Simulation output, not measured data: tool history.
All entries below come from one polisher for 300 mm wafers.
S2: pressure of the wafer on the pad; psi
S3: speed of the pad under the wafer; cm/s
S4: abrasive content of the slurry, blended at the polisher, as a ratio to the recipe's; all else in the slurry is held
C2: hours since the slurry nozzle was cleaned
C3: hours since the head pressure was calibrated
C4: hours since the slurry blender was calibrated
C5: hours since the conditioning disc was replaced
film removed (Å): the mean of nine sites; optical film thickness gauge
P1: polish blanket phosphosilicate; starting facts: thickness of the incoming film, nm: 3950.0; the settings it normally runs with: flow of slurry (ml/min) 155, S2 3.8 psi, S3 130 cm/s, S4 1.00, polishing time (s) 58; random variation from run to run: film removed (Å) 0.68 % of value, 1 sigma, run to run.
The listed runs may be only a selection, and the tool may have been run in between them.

{"run": 1, "hour": 4.5, "flow of slurry (ml/min)": 155, "S2": 3.8, "S3": 130, "S4": 1.0, "polishing time (s)": 58, "wafers polished on this pad": 180, "C2": 63.2, "C3": 258.2, "C4": 127.5, "C5": 277.1, "film removed (Å)": 8039.3}
{"run": 2, "hour": 8.9, "flow of slurry (ml/min)": 155, "S2": 3.8, "S3": 130, "S4": 1.0, "polishing time (s)": 85, "wafers polished on this pad": 206, "C2": 67.6, "C3": 262.6, "C4": 131.9, "C5": 281.5, "film removed (Å)": 11677.0}
{"run": 3, "hour": 16.3, "flow of slurry (ml/min)": 155, "S2": 3.8, "S3": 130, "S4": 1.0, "polishing time (s)": 58, "wafers polished on this pad": 250, "C2": 75.0, "C3": 270.0, "C4": 139.3, "C5": 288.9, "film removed (Å)": 7981.3}
{"run": 4, "hour": 21.5, "flow of slurry (ml/min)": 210, "S2": 3.8, "S3": 130, "S4": 1.0, "polishing time (s)": 58, "wafers polished on this pad": 281, "C2": 80.2, "C3": 275.2, "C4": 144.5, "C5": 294.1, "film removed (Å)": 8240.6}
{"run": 5, "hour": 29.4, "flow of slurry (ml/min)": 155, "S2": 3.8, "S3": 130, "S4": 1.0, "polishing time (s)": 58, "wafers polished on this pad": 328, "C2": 88.1, "C3": 283.1, "C4": 152.4, "C5": 302.0, "film removed (Å)": 8027.9}
{"run": 6, "hour": 37.0, "flow of slurry (ml/min)": 155, "S2": 2.4, "S3": 130, "S4": 1.0, "polishing time (s)": 58, "wafers polished on this pad": 374, "C2": 95.7, "C3": 290.7, "C4": 160.0, "C5": 309.6, "film removed (Å)": 5095.7}
{"run": 7, "hour": 44.9, "flow of slurry (ml/min)": 155, "S2": 5.0, "S3": 130, "S4": 0.75, "polishing time (s)": 58, "wafers polished on this pad": 421, "C2": 103.6, "C3": 298.6, "C4": 167.9, "C5": 317.5, "film removed (Å)": 9078.8}
{"run": 8, "hour": 49.8, "flow of slurry (ml/min)": 155, "S2": 3.8, "S3": 188, "S4": 1.0, "polishing time (s)": 58, "wafers polished on this pad": 450, "C2": 108.5, "C3": 303.5, "C4": 172.8, "C5": 322.4, "film removed (Å)": 10714.0}
{"run": 9, "hour": 54.4, "flow of slurry (ml/min)": 155, "S2": 3.8, "S3": 130, "S4": 1.4, "polishing time (s)": 58, "wafers polished on this pad": 478, "C2": 113.1, "C3": 308.1, "C4": 177.4, "C5": 327.0, "film removed (Å)": 9112.8}
{"run": 10, "hour": 61.9, "flow of slurry (ml/min)": 155, "S2": 3.8, "S3": 92, "S4": 1.0, "polishing time (s)": 58, "wafers polished on this pad": 523, "C2": 120.6, "C3": 315.6, "C4": 184.9, "C5": 334.5, "film removed (Å)": 6082.7}
{"run": 11, "hour": 69.4, "flow of slurry (ml/min)": 155, "S2": 3.8, "S3": 130, "S4": 1.0, "polishing time (s)": 58, "wafers polished on this pad": 567, "C2": 128.1, "C3": 323.1, "C4": 192.4, "C5": 342.0, "film removed (Å)": 8002.3}
{"run": 12, "hour": 75.2, "flow of slurry (ml/min)": 155, "S2": 5.5, "S3": 130, "S4": 1.0, "polishing time (s)": 58, "wafers polished on this pad": 602, "C2": 133.9, "C3": 328.9, "C4": 198.2, "C5": 347.8, "film removed (Å)": 11498.0}
{"run": 13, "hour": 78.7, "flow of slurry (ml/min)": 155, "S2": 3.8, "S3": 130, "S4": 1.0, "polishing time (s)": 26, "wafers polished on this pad": 623, "C2": 137.4, "C3": 332.4, "C4": 201.7, "C5": 351.3, "film removed (Å)": 3572.5}
{"hour": 79.1, "done": "slurry blender recalibrated"}
{"run": 14, "hour": 85.2, "flow of slurry (ml/min)": 155, "S2": 3.8, "S3": 130, "S4": 1.0, "polishing time (s)": 58, "wafers polished on this pad": 662, "C2": 143.9, "C3": 338.9, "C4": 6.1, "C5": 357.8, "film removed (Å)": 8010.8}
{"run": 15, "hour": 90.4, "flow of slurry (ml/min)": 155, "S2": 3.8, "S3": 130, "S4": 0.55, "polishing time (s)": 58, "wafers polished on this pad": 693, "C2": 149.1, "C3": 344.1, "C4": 11.3, "C5": 363.0, "film removed (Å)": 5785.0}
{"run": 16, "hour": 94.3, "flow of slurry (ml/min)": 95, "S2": 3.8, "S3": 130, "S4": 1.0, "polishing time (s)": 58, "wafers polished on this pad": 716, "C2": 153.0, "C3": 348.0, "C4": 15.2, "C5": 366.9, "film removed (Å)": 7221.4}
{"run": 17, "hour": 99.4, "flow of slurry (ml/min)": 110, "S2": 3.8, "S3": 130, "S4": 1.0, "polishing time (s)": 76, "wafers polished on this pad": 747, "C2": 158.1, "C3": 353.1, "C4": 20.3, "C5": 372.0, "film removed (Å)": 9775.1}
{"run": 18, "hour": 102.9, "flow of slurry (ml/min)": 155, "S2": 3.8, "S3": 130, "S4": 1.0, "polishing time (s)": 58, "wafers polished on this pad": 767, "C2": 161.6, "C3": 356.6, "C4": 23.8, "C5": 375.5, "film removed (Å)": 8002.7}
{"run": 19, "hour": 108.8, "flow of slurry (ml/min)": 155, "S2": 3.8, "S3": 130, "S4": 1.0, "polishing time (s)": 58, "wafers polished on this pad": 803, "C2": 167.5, "C3": 362.5, "C4": 29.7, "C5": 381.4, "film removed (Å)": 7710.8}

Predict the results of run 20:
{"run": 20, "hour": 112.7, "flow of slurry (ml/min)": 155, "S2": 3.8, "S3": 130, "S4": 1.0, "polishing time (s)": 58, "wafers polished on this pad": 826, "C2": 171.4, "C3": 366.4, "C4": 33.6, "C5": 385.3, "film removed (Å)": "?"}

{"run 20": {"film removed (Å)": 7678.2}}

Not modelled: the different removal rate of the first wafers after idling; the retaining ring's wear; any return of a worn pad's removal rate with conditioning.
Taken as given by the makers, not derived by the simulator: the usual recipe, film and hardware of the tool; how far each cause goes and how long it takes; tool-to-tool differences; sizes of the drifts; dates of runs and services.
